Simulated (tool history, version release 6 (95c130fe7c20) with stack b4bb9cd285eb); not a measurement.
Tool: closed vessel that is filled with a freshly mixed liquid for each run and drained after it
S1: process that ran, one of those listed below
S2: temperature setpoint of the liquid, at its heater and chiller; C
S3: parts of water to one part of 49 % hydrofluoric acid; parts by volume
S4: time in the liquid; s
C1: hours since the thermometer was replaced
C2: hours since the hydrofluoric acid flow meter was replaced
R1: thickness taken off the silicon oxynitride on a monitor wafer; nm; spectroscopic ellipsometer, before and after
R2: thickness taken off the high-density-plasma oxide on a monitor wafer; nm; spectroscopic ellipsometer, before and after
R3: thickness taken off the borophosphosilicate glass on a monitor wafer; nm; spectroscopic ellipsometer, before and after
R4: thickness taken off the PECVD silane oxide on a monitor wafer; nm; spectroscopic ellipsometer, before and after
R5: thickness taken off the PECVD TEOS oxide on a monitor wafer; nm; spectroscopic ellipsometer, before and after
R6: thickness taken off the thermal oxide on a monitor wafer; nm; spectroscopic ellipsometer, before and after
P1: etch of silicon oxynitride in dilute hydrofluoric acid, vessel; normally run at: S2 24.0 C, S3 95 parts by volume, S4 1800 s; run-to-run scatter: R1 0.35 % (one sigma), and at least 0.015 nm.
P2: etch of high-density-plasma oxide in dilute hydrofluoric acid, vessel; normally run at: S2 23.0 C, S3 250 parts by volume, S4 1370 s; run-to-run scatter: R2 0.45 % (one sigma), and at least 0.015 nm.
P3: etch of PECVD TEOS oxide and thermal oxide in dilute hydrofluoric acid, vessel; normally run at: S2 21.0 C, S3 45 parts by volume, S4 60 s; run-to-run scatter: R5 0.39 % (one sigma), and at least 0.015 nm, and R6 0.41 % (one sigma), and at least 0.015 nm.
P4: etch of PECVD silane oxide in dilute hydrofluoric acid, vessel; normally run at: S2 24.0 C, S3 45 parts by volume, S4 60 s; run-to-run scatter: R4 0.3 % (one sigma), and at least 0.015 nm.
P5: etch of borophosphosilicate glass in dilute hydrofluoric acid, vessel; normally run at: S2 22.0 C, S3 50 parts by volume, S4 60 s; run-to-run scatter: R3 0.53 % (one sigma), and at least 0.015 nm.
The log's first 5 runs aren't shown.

{"run": 6, "hour": 45.1, "S1": "P1", "S2": 24.0, "S3": 95, "S4": 1800, "C1": 987.4, "C2": 331.5, "R1": 26.925}
{"run": 7, "hour": 54.8, "S1": "P5", "S2": 22.0, "S3": 50, "S4": 60, "C1": 997.1, "C2": 341.2, "R3": 33.139}
{"run": 8, "hour": 62.6, "S1": "P1", "S2": 24.0, "S3": 95, "S4": 1800, "C1": 1004.9, "C2": 349.0, "R1": 26.694}
{"run": 9, "hour": 70.1, "S1": "P4", "S2": 24.0, "S3": 20, "S4": 60, "C1": 1012.4, "C2": 356.5, "R4": 77.488}
{"run": 10, "hour": 76.5, "S1": "P3", "S2": 27.5, "S3": 45, "S4": 60, "C1": 1018.8, "C2": 362.9, "R5": 39.657, "R6": 7.3552}
{"run": 11, "hour": 84.5, "S1": "P1", "S2": 18.5, "S3": 160, "S4": 1800, "C1": 1026.8, "C2": 370.9, "R1": 11.606}
{"run": 12, "hour": 91.6, "S1": "P5", "S2": 22.0, "S3": 50, "S4": 60, "C1": 1033.9, "C2": 378.0, "R3": 33.1}
{"run": 13, "hour": 98.8, "S1": "P3", "S2": 21.0, "S3": 45, "S4": 60, "C1": 1041.1, "C2": 385.2, "R5": 30.101, "R6": 5.5902}
{"run": 14, "hour": 107.7, "S1": "P4", "S2": 19.0, "S3": 45, "S4": 60, "C1": 1050.0, "C2": 394.1, "R4": 27.053}
{"run": 15, "hour": 113.5, "S1": "P3", "S2": 21.0, "S3": 45, "S4": 105, "C1": 1055.8, "C2": 399.9, "R5": 52.915, "R6": 9.7957}
{"run": 16, "hour": 120.8, "S1": "P1", "S2": 24.0, "S3": 30, "S4": 1800, "C1": 1063.1, "C2": 407.2, "R1": 89.326}
{"run": 17, "hour": 126.5, "S1": "P1", "S2": 24.0, "S3": 155, "S4": 1800, "C1": 1068.8, "C2": 412.9, "R1": 15.638}
{"run": 18, "hour": 134.2, "S1": "P2", "S2": 23.0, "S3": 95, "S4": 1370, "C1": 1076.5, "C2": 420.6, "R2": 69.468}
{"run": 19, "hour": 140.6, "S1": "P1", "S2": 24.0, "S3": 95, "S4": 1800, "C1": 1082.9, "C2": 427.0, "R1": 26.845}
{"run": 20, "hour": 146.5, "S1": "P1", "S2": 30.5, "S3": 95, "S4": 1800, "C1": 1088.8, "C2": 432.9, "R1": 36.18}
{"run": 21, "hour": 151.2, "S1": "P3", "S2": 21.0, "S3": 20, "S4": 60, "C1": 1093.5, "C2": 437.6, "R5": 69.642, "R6": 13.008}
{"run": 22, "hour": 157.5, "S1": "P1", "S2": 24.0, "S3": 95, "S4": 3360, "C1": 1099.8, "C2": 443.9, "R1": 50.185}

Forecast run 23:
{"run": 23, "hour": 165.3, "S1": "P4", "S2": 24.0, "S3": 45, "S4": 60, "C1": 1107.6, "C2": 451.7, "R4": "?"}

R4: 33.198 nm

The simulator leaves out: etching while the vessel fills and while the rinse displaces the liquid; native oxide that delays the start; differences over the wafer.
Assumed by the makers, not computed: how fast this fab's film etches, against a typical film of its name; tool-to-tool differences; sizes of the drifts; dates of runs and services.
